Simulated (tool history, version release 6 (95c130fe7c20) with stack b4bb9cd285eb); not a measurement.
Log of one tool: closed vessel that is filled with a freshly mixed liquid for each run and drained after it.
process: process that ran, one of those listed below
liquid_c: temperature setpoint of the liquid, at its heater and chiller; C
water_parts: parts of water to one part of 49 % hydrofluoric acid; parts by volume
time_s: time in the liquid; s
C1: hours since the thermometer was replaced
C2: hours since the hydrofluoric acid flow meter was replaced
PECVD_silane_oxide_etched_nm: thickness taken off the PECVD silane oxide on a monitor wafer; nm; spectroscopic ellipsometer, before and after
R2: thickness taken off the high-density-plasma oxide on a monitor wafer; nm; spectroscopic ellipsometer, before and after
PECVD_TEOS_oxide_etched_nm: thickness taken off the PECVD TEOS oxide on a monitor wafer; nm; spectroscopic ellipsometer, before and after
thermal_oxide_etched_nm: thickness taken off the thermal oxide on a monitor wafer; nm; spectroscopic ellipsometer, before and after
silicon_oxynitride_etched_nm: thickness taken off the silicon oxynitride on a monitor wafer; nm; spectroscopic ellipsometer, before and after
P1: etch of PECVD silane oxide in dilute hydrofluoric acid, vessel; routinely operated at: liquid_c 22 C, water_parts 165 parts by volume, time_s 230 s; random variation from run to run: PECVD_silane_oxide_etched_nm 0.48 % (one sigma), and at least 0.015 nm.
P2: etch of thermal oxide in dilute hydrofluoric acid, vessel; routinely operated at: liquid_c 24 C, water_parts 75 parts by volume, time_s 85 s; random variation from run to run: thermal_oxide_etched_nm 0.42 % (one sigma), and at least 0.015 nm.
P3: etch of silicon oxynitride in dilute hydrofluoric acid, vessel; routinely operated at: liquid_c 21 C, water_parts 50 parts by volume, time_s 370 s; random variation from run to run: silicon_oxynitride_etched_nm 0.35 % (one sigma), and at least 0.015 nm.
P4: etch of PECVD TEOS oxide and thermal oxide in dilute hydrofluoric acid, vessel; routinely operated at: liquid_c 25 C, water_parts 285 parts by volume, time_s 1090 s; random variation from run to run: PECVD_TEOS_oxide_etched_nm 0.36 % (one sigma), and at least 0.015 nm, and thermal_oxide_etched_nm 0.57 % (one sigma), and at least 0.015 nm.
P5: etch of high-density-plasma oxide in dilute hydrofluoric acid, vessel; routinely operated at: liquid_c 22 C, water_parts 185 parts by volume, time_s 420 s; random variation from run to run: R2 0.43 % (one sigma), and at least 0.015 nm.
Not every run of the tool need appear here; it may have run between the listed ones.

Run 1, hour 6.4: process P1, liquid_c 22 C, water_parts 165 parts by volume, time_s 230 s; C1 701.3; C2 1388.9. Result: PECVD_silane_oxide_etched_nm 27.133 nm.
Run 2, hour 14.3: process P1, liquid_c 22 C, water_parts 235 parts by volume, time_s 230 s; C1 709.2; C2 1396.8. Result: PECVD_silane_oxide_etched_nm 17.641 nm.
Run 3, hour 18.7: process P1, liquid_c 22 C, water_parts 165 parts by volume, time_s 230 s; C1 713.6; C2 1401.2. Result: PECVD_silane_oxide_etched_nm 27.052 nm.
Run 4, hour 26.6: process P1, liquid_c 22 C, water_parts 165 parts by volume, time_s 230 s; C1 721.5; C2 1409.1. Result: PECVD_silane_oxide_etched_nm 26.997 nm.
Run 5, hour 32.2: process P5, liquid_c 22 C, water_parts 185 parts by volume, time_s 785 s; C1 727.1; C2 1414.7. Result: R2 24.31 nm.
Run 6, hour 35.9: process P1, liquid_c 22 C, water_parts 165 parts by volume, time_s 375 s; C1 730.8; C2 1418.4. Result: PECVD_silane_oxide_etched_nm 44.158 nm.
Run 7, hour 42.3: process P4, liquid_c 25 C, water_parts 420 parts by volume, time_s 1090 s; C1 737.2; C2 1424.8. Result: PECVD_TEOS_oxide_etched_nm 20.988 nm, thermal_oxide_etched_nm 9.1251 nm.
Run 8, hour 46.1: process P5, liquid_c 22 C, water_parts 185 parts by volume, time_s 420 s; C1 741; C2 1428.6. Result: R2 12.942 nm.
Run 9, hour 53: process P2, liquid_c 24 C, water_parts 75 parts by volume, time_s 85 s; C1 747.9; C2 1435.5. Result: thermal_oxide_etched_nm 5.9083 nm.
Run 10, hour 61.7: process P4, liquid_c 25 C, water_parts 285 parts by volume, time_s 1710 s; C1 756.6; C2 1444.2. Result: PECVD_TEOS_oxide_etched_nm 54.537 nm, thermal_oxide_etched_nm 23.942 nm.
Run 11, hour 67.9: process P1, liquid_c 27.5 C, water_parts 100 parts by volume, time_s 230 s; C1 762.8; C2 1450.4. Result: PECVD_silane_oxide_etched_nm 60.022 nm.
Run 12, hour 72.8: process P3, liquid_c 21 C, water_parts 50 parts by volume, time_s 370 s; C1 767.7; C2 1455.3. Result: silicon_oxynitride_etched_nm 19.787 nm.
Run 13, hour 77.2: process P3, liquid_c 21 C, water_parts 50 parts by volume, time_s 620 s; C1 772.1; C2 1459.7. Result: silicon_oxynitride_etched_nm 33.338 nm.
Run 14, hour 81.3: process P3, liquid_c 21 C, water_parts 50 parts by volume, time_s 370 s; C1 776.2; C2 1463.8. Result: silicon_oxynitride_etched_nm 19.79 nm.
Run 15, hour 86.6: process P1, liquid_c 29.5 C, water_parts 265 parts by volume, time_s 230 s; C1 781.5; C2 1469.1. Result: PECVD_silane_oxide_etched_nm 19.806 nm.
Run 16, hour 92.2: process P2, liquid_c 29 C, water_parts 75 parts by volume, time_s 85 s; C1 787.1; C2 1474.7. Result: thermal_oxide_etched_nm 7.242 nm.
Run 17, hour 98.5: process P3, liquid_c 24.5 C, water_parts 50 parts by volume, time_s 370 s; C1 793.4; C2 1481. Result: silicon_oxynitride_etched_nm 23.558 nm.
Run 18, hour 106.9: process P3, liquid_c 21 C, water_parts 20 parts by volume, time_s 370 s; C1 801.8; C2 1489.4. Result: silicon_oxynitride_etched_nm 50.452 nm.
Run 19, hour 111.2: process P1, liquid_c 22 C, water_parts 165 parts by volume, time_s 45 s; C1 806.1; C2 1493.7. Result: PECVD_silane_oxide_etched_nm 5.2643 nm.
Run 20, hour 119.5: process P1, liquid_c 22 C, water_parts 165 parts by volume, time_s 230 s; C1 814.4; C2 1502. Result: PECVD_silane_oxide_etched_nm 27.14 nm.
Run 21, hour 128.1: process P5, liquid_c 29.5 C, water_parts 185 parts by volume, time_s 420 s; C1 823; C2 1510.6. Result: R2 17.156 nm.
Run 22, hour 134.9: process P1, liquid_c 18 C, water_parts 165 parts by volume, time_s 230 s; C1 829.8; C2 1517.4. Result: PECVD_silane_oxide_etched_nm 22.995 nm.
Run 23, hour 139: process P4, liquid_c 25 C, water_parts 285 parts by volume, time_s 1090 s; C1 833.9; C2 1521.5. Result: PECVD_TEOS_oxide_etched_nm 34.982 nm, thermal_oxide_etched_nm 15.396 nm.
Run 24, hour 146.5: process P4, liquid_c 17 C, water_parts 285 parts by volume, time_s 1090 s; C1 841.4; C2 1529. Result: PECVD_TEOS_oxide_etched_nm 26.025 nm, thermal_oxide_etched_nm 11.379 nm.
Run 25, hour 152: process P1, liquid_c 22 C, water_parts 65 parts by volume, time_s 230 s; C1 846.9; C2 1534.5. Result: PECVD_silane_oxide_etched_nm 77.225 nm.
Run 26, hour 159.4: process P2, liquid_c 24 C, water_parts 75 parts by volume, time_s 170 s; C1 854.3; C2 1541.9. Result: thermal_oxide_etched_nm 11.856 nm.
Run 27, hour 165.2: process P5, liquid_c 22 C, water_parts 110 parts by volume, time_s 420 s; C1 860.1; C2 1547.7. Result: R2 23.744 nm.
Run 28, hour 172.9: process P5, liquid_c 22 C, water_parts 185 parts by volume, time_s 420 s; C1 867.8; C2 1555.4. Result: R2 12.986 nm.
Run 29, hour 177.6: process P1, liquid_c 28.5 C, water_parts 165 parts by volume, time_s 230 s; C1 872.5; C2 1560.1. Result: PECVD_silane_oxide_etched_nm 34.51 nm.
Run 30, hour 181.4: process P2, liquid_c 24 C, water_parts 30 parts by volume, time_s 85 s; C1 876.3; C2 1563.9. Result: thermal_oxide_etched_nm 15.745 nm.
Run 31, hour 189.9: process P1, liquid_c 22 C, water_parts 260 parts by volume, time_s 130 s; C1 884.8; C2 1572.4. Result: PECVD_silane_oxide_etched_nm 8.8068 nm.
Run 32, hour 195.7: process P1, liquid_c 22 C, water_parts 165 parts by volume, time_s 230 s; C1 890.6; C2 1578.2. Result: PECVD_silane_oxide_etched_nm 27.224 nm.
Run 33, hour 200.4: process P1, liquid_c 22 C, water_parts 165 parts by volume, time_s 230 s; C1 895.3; C2 1582.9. Result: PECVD_silane_oxide_etched_nm 27.782 nm.
Run 34, hour 207.5: process P1, liquid_c 22 C, water_parts 165 parts by volume, time_s 230 s; C1 902.4; C2 1590. Result: PECVD_silane_oxide_etched_nm 27.877 nm.
Run 35, hour 213.6: process P1, liquid_c 22 C, water_parts 165 parts by volume, time_s 230 s; C1 908.5; C2 1596.1. Result: PECVD_silane_oxide_etched_nm 28.558 nm.
Run 36, hour 221.4: process P1, liquid_c 22 C, water_parts 165 parts by volume, time_s 230 s; C1 916.3; C2 1603.9. Result: PECVD_silane_oxide_etched_nm 28.785 nm.
Run 37, hour 227.3: process P1, liquid_c 22 C, water_parts 165 parts by volume, time_s 230 s; C1 922.2; C2 1609.8. Result: PECVD_silane_oxide_etched_nm 29.087 nm.
Run 38, hour 234.7: process P1, liquid_c 22 C, water_parts 165 parts by volume, time_s 230 s; C1 929.6; C2 1617.2. Result: PECVD_silane_oxide_etched_nm 29.041 nm.
Run 39, hour 238.6: process P1, liquid_c 22 C, water_parts 165 parts by volume, time_s 230 s; C1 933.5; C2 1621.1. Result: PECVD_silane_oxide_etched_nm 29.156 nm.
Run 40, hour 244.5: process P1, liquid_c 22 C, water_parts 165 parts by volume, time_s 230 s; C1 939.4; C2 1627. Result: PECVD_silane_oxide_etched_nm 28.955 nm.
Run 41, hour 251.7: process P1, liquid_c 22 C, water_parts 165 parts by volume, time_s 230 s; C1 946.6; C2 1634.2. Result: PECVD_silane_oxide_etched_nm 29.32 nm.
Run 42, hour 260.4: process P1, liquid_c 22 C, water_parts 165 parts by volume, time_s 230 s; C1 955.3; C2 1642.9. Result: PECVD_silane_oxide_etched_nm 28.92 nm.
Run 43, hour 264.8: process P1, liquid_c 22 C, water_parts 165 parts by volume, time_s 230 s; C1 959.7; C2 1647.3. Result: PECVD_silane_oxide_etched_nm 29.346 nm.

The output of P1 has drifted from where it used to be. Each of the 2 causes below, taken at the size shown beside it, accounts for the log equally well:
A: hydrofluoric acid flow above the setpoint (%) = 6.41
B: liquid hotter than its thermometer reads (K) = 1.91
The creep began at about hour 195.7.

4 check runs are offered, one wafer each, their results left as question marks. Which one tells the causes apart?
Run check 1, hour 269.2: process P3, liquid_c 21 C, water_parts 30 parts by volume, time_s 500 s. Result: silicon_oxynitride_etched_nm ?.
Run check 2, hour 269.2: process P2, liquid_c 28.5 C, water_parts 75 parts by volume, time_s 120 s. Result: thermal_oxide_etched_nm ?.
Run check 3, hour 269.2: process P5, liquid_c 29 C, water_parts 185 parts by volume, time_s 715 s. Result: R2 ?.
Run check 4, hour 269.2: process P4, liquid_c 17.5 C, water_parts 285 parts by volume, time_s 1090 s. Result: PECVD_TEOS_oxide_etched_nm ?, thermal_oxide_etched_nm ?.

If the cause were each of the candidates in turn, the checks would give the following:
  check                        result    if A    if B
check 1  silicon_oxynitride_etched_nm  48.121  49.724
check 2       thermal_oxide_etched_nm   10.68  10.733
check 3                            R2  30.881  30.603
check 4    PECVD_TEOS_oxide_etched_nm   28.79  28.638
check 4       thermal_oxide_etched_nm  12.651  12.584
How far apart the two closest causes lie, in the result that separates them most: check 1 3.28 %; check 2 0.5 %; check 3 0.9 %; check 4 0.53 %
Only in check 1 would the causes give clearly different results; in the remaining checks their results would be nearly the same.

Check 1 was carried out, with these results: silicon_oxynitride_etched_nm 49.695 nm. Which of the listed causes is responsible?

It was cause B: liquid hotter than its thermometer reads (K).
